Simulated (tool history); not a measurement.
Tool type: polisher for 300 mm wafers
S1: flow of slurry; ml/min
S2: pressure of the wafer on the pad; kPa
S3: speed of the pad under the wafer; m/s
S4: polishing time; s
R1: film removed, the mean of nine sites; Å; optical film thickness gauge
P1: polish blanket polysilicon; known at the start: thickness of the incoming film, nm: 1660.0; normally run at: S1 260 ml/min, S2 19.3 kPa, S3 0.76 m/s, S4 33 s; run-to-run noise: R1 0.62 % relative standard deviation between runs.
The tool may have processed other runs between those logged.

run	hour	S1	S2	S3	S4	R1
1	7.7	260	19.3	0.76	33	1971.1
2	18.7	260	19.3	0.76	33	1992.9
3	27.4	360	19.3	0.76	33	2039.4
4	38	260	9	0.76	33	920.18
5	48	260	10.3	0.76	47	1509.1
6	55.7	260	24.8	1	33	3410.2
7	64.6	260	19.3	0.76	33	1986.8
8	72.5	260	19.3	0.42	33	1097.6
9	82.8	260	19.3	0.76	49	2961.3
10	91.5	260	19.3	1.18	33	3078.5
11	103.5	260	19.3	0.76	21	1261.7
12	116.8	155	19.3	0.76	33	1863.3
13	129.7	260	19.3	0.76	33	1994.1
14	141.4	260	19.3	0.76	33	1993.6
15	153.2	260	30.3	0.76	33	3136.4
16	161.4	260	19.3	0.76	33	1964.9
17	171.7	260	19.3	0.76	33	1934.5
18	183.3	260	19.3	0.76	33	1931.3
19	197.1	260	19.3	0.76	33	1879.5
# hour 199.5: worn pad replaced by a new one
20	203.9	260	19.3	0.76	33	1896.1
21	216.3	260	19.3	0.76	33	1877.7
22	226.2	260	19.3	0.76	33	1869.5
23	235.3	260	19.3	0.76	33	1874.7
24	248.2	260	19.3	0.76	33	1866

What P1 gives has crept away from where it was. These 2 causes fit the log equally well, each at the size given:
A: head's pressure below its setpoint, % = 6.11
B: slurry flow missing at the pad, % = 38.6
The drift started at roughly hour 161.4.
Excluded causes, each with its reason:
removal rate lost through wear of the pad, %: its service at hour 199.5 followed the start of the drift and did not put the process back to its old value

Which of the check runs below tells the causes apart, meaning the causes would give it clearly different results? Each run uses 2 wafers whose results are averaged, and each result is shown as a question mark.
check 1	261.1	260	24.8	0.76	33	?
check 2	261.1	260	29	0.76	47	?
check 3	261.1	260	27.6	0.76	25	?
check 4	261.1	155	14.5	0.76	33	?

What each check would give under each cause:
check	result	if A	if B
check 1	R1	2400.6	2400.4
check 2	R1	3988.8	3988.5
check 3	R1	2020.7	2020.5
check 4	R1	1308.3	1258.7
Per-check spread between the two closest causes, in the result where they differ most: check 1 0.01 %; check 2 0.01 %; check 3 0.01 %; check 4 3.87 %
Only check 4 tells the causes apart: in the others they would give nearly the same result.

Check 4 was then run and gave: R1 1263.3 Å. Which cause is it?

B is the cause: slurry flow missing at the pad, %.
